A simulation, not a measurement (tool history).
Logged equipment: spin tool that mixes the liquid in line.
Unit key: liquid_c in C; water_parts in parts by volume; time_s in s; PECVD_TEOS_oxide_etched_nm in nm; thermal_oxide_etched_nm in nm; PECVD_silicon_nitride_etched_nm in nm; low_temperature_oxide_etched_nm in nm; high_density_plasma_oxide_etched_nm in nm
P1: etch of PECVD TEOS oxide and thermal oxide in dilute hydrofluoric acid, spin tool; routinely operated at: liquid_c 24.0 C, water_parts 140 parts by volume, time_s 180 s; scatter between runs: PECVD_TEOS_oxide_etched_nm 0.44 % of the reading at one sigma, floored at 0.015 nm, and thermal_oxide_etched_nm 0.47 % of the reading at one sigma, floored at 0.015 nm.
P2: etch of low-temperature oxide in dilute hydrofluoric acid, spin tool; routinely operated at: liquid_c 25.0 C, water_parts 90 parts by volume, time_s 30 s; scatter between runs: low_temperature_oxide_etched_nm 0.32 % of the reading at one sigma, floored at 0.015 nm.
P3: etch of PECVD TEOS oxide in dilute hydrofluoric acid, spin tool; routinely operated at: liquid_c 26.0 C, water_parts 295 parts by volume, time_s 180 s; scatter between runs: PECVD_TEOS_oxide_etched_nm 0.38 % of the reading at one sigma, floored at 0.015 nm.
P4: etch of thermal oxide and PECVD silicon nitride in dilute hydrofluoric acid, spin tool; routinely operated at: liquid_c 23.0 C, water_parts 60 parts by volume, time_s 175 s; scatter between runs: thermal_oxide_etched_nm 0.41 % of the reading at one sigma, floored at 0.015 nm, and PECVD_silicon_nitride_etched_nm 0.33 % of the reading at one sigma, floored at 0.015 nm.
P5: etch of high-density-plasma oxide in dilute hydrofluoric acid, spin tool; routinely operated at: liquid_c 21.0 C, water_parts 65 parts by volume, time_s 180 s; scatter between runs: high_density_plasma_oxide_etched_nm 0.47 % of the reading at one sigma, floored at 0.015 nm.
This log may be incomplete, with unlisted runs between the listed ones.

| run | day | process | liquid_c | water_parts | time_s | hours since the thermometer was replaced | hours since the hydrofluoric acid flow meter was replaced | PECVD_TEOS_oxide_etched_nm | thermal_oxide_etched_nm | PECVD_silicon_nitride_etched_nm | low_temperature_oxide_etched_nm | high_density_plasma_oxide_etched_nm |
|---|---|---|---|---|---|---|---|---|---|---|---|---|
| 1 | 0.183 | P1 | 24.0 | 140 | 180 | 446.1 | 1696.0 | 16.8000 | 5.64010 |  |  |  |
| 2 | 0.367 | P1 | 24.0 | 235 | 180 | 450.5 | 1700.4 | 8.9260 | 3.04050 |  |  |  |
| 3 | 0.558 | P3 | 26.0 | 545 | 180 | 455.1 | 1705.0 | 3.7709 |  |  |  |  |
| 4 | 0.692 | P4 | 23.0 | 110 | 175 | 458.3 | 1708.2 |  | 7.19680 | 8.5048 |  |  |
| 5 | 0.825 | P2 | 30.0 | 90 | 30 | 461.5 | 1711.4 |  |  |  | 9.5155 |  |
| 6 | 0.946 | P5 | 21.0 | 65 | 275 | 464.4 | 1714.3 |  |  |  |  | 20.119 |
| 7 | 1.129 | P1 | 24.0 | 140 | 180 | 468.8 | 1718.7 | 16.6790 | 5.66840 |  |  |  |
| 8 | 1.279 | P1 | 19.5 | 140 | 180 | 472.4 | 1722.3 | 14.0500 | 4.74600 |  |  |  |
| 9 | 1.425 | P4 | 23.0 | 60 | 30 | 475.9 | 1725.8 |  | 2.40690 | 2.6420 |  |  |
| 10 | 1.571 | P1 | 31.5 | 140 | 180 | 479.4 | 1729.3 | 22.0050 | 7.51850 |  |  |  |
| 11 | 1.667 | P1 | 20.0 | 185 | 180 | 481.7 | 1731.6 | 10.4040 | 3.46240 |  |  |  |
| 12 | 1.788 | P1 | 24.0 | 30 | 180 | 484.6 | 1734.5 | 89.2550 | 30.49000 |  |  |  |
| 13 | 1.917 | P1 | 24.0 | 140 | 180 | 487.7 | 1737.6 | 16.6920 | 5.62990 |  |  |  |
| 14 | 2.062 | P2 | 25.0 | 145 | 30 | 491.2 | 1741.1 |  |  |  | 4.5494 |  |
| 15 | 2.158 | P5 | 25.0 | 65 | 180 | 493.5 | 1743.4 |  |  |  |  | 15.552 |
| 16 | 2.338 | P5 | 21.0 | 40 | 180 | 497.8 | 1747.7 |  |  |  |  | 22.215 |
| 17 | 2.525 | P1 | 24.0 | 140 | 320 | 502.3 | 1752.2 | 29.6100 | 10.04100 |  |  |  |
| 18 | 2.675 | P5 | 21.0 | 65 | 180 | 505.9 | 1755.8 |  |  |  |  | 13.169 |
| 19 | 2.858 | P3 | 18.0 | 295 | 180 | 510.3 | 1760.2 | 6.5821 |  |  |  |  |
| 20 | 2.971 | P1 | 24.0 | 140 | 180 | 513.0 | 1762.9 | 16.7120 | 5.69310 |  |  |  |
| 21 | 3.104 | P1 | 24.0 | 140 | 35 | 516.2 | 1766.1 | 3.2430 | 1.11310 |  |  |  |
| 22 | 3.283 | P1 | 24.0 | 140 | 180 | 520.5 | 1770.4 | 16.8130 | 5.65190 |  |  |  |
| 23 | 3.429 | P2 | 25.0 | 90 | 30 | 524.0 | 1773.9 |  |  |  | 7.8369 |  |
| 24 | 3.558 | P2 | 25.0 | 90 | 55 | 527.1 | 1777.0 |  |  |  | 14.4590 |  |
| 25 | 3.742 | P3 | 26.0 | 295 | 180 | 531.5 | 1781.4 | 8.8006 |  |  |  |  |
| 26 | 3.838 | P4 | 23.0 | 60 | 175 | 533.8 | 1783.7 |  | 14.11100 | 15.5020 |  |  |
| 27 | 4.012 | P1 | 24.0 | 210 | 30 | 538.0 | 1787.9 | 1.7319 | 0.58006 |  |  |  |
| 28 | 4.158 | P4 | 18.5 | 60 | 175 | 541.5 | 1791.4 |  | 11.71100 | 11.3870 |  |  |
| 29 | 4.279 | P4 | 23.0 | 60 | 175 | 544.4 | 1794.3 |  | 14.08500 | 15.4530 |  |  |
| 30 | 4.383 | P3 | 26.0 | 295 | 310 | 546.9 | 1796.8 | 15.0710 |  |  |  |  |
| 31 | 4.550 | P1 | 30.5 | 140 | 255 | 550.9 | 1800.8 | 30.2020 | 10.29500 |  |  |  |
| 32 | 4.742 | P1 | 24.0 | 140 | 180 | 555.5 | 1805.4 | 16.6650 | 5.62550 |  |  |  |
| 33 | 4.875 | P1 | 24.0 | 140 | 180 | 558.7 | 1808.6 | 17.1770 | 5.82060 |  |  |  |
| 34 | 4.971 | P1 | 24.0 | 140 | 180 | 561.0 | 1810.9 | 17.4330 | 5.83890 |  |  |  |
| 35 | 5.138 | P1 | 24.0 | 140 | 180 | 565.0 | 1814.9 | 17.5340 | 5.95570 |  |  |  |
| 36 | 5.262 | P1 | 24.0 | 140 | 180 | 568.0 | 1817.9 | 17.8060 | 5.99820 |  |  |  |
| 37 | 5.429 | P1 | 24.0 | 140 | 180 | 572.0 | 1821.9 | 18.0090 | 6.04980 |  |  |  |
| 38 | 5.608 | P1 | 24.0 | 140 | 180 | 576.3 | 1826.2 | 18.0430 | 6.08840 |  |  |  |
| 39 | 5.771 | P1 | 24.0 | 140 | 180 | 580.2 | 1830.1 | 18.0890 | 6.08630 |  |  |  |
| 40 | 5.942 | P1 | 24.0 | 140 | 180 | 584.3 | 1834.2 | 18.1880 | 6.14470 |  |  |  |
| 41 | 6.033 | P1 | 24.0 | 140 | 180 | 586.5 | 1836.4 | 18.3990 | 6.12630 |  |  |  |
| 42 | 6.188 | P1 | 24.0 | 140 | 180 | 590.2 | 1840.1 | 18.2700 | 6.13970 |  |  |  |
| 43 | 6.354 | P1 | 24.0 | 140 | 180 | 594.2 | 1844.1 | 18.2580 | 6.14930 |  |  |  |

The output of P1 has drifted from where it used to be. Each of the 2 causes below, taken at the size shown beside it, accounts for the log equally well:
A: hydrofluoric acid flow above the setpoint (%) = 7.62
B: liquid hotter than its thermometer reads (K) = 2.24
The drift started at roughly day 4.742.

The check runs listed below each take one wafer, and their results are still question marks. Under which run would the listed causes lead to clearly different results?
| check 1 | 6.521 | P4 | 23.0 | 100 | 70 |  |  |  | ? | ? |  |  |
| check 2 | 6.521 | P5 | 24.0 | 65 | 180 |  |  |  |  |  |  | ? |
| check 3 | 6.521 | P2 | 25.0 | 120 | 30 |  |  |  |  |  | ? |  |
| check 4 | 6.521 | P3 | 18.5 | 295 | 295 |  |  | ? |  |  |  |  |

Check results expected under each cause:
| check | result | if A | if B |
|---|---|---|---|
| check 1 | thermal_oxide_etched_nm | 3.49380 | 3.51720 |
| check 1 | PECVD_silicon_nitride_etched_nm | 4.0300 | 4.3448 |
| check 2 | high_density_plasma_oxide_etched_nm | 16.042 | 16.217 |
| check 3 | low_temperature_oxide_etched_nm | 6.1630 | 6.1742 |
| check 4 | PECVD_TEOS_oxide_etched_nm | 12.0450 | 11.9330 |
Per-check spread between the two closest causes, in the result where they differ most: check 1 7.52 %; check 2 1.09 %; check 3 0.18 %; check 4 0.93 %
Check 1 distinguishes between the causes, while the remaining checks would return nearly the same result for all of them.

Check 1 was then run and gave: thermal_oxide_etched_nm 3.52220 nm; PECVD_silicon_nitride_etched_nm 4.3735 nm. Which cause is it?

Of the candidate causes, it is B: liquid hotter than its thermometer reads (K).
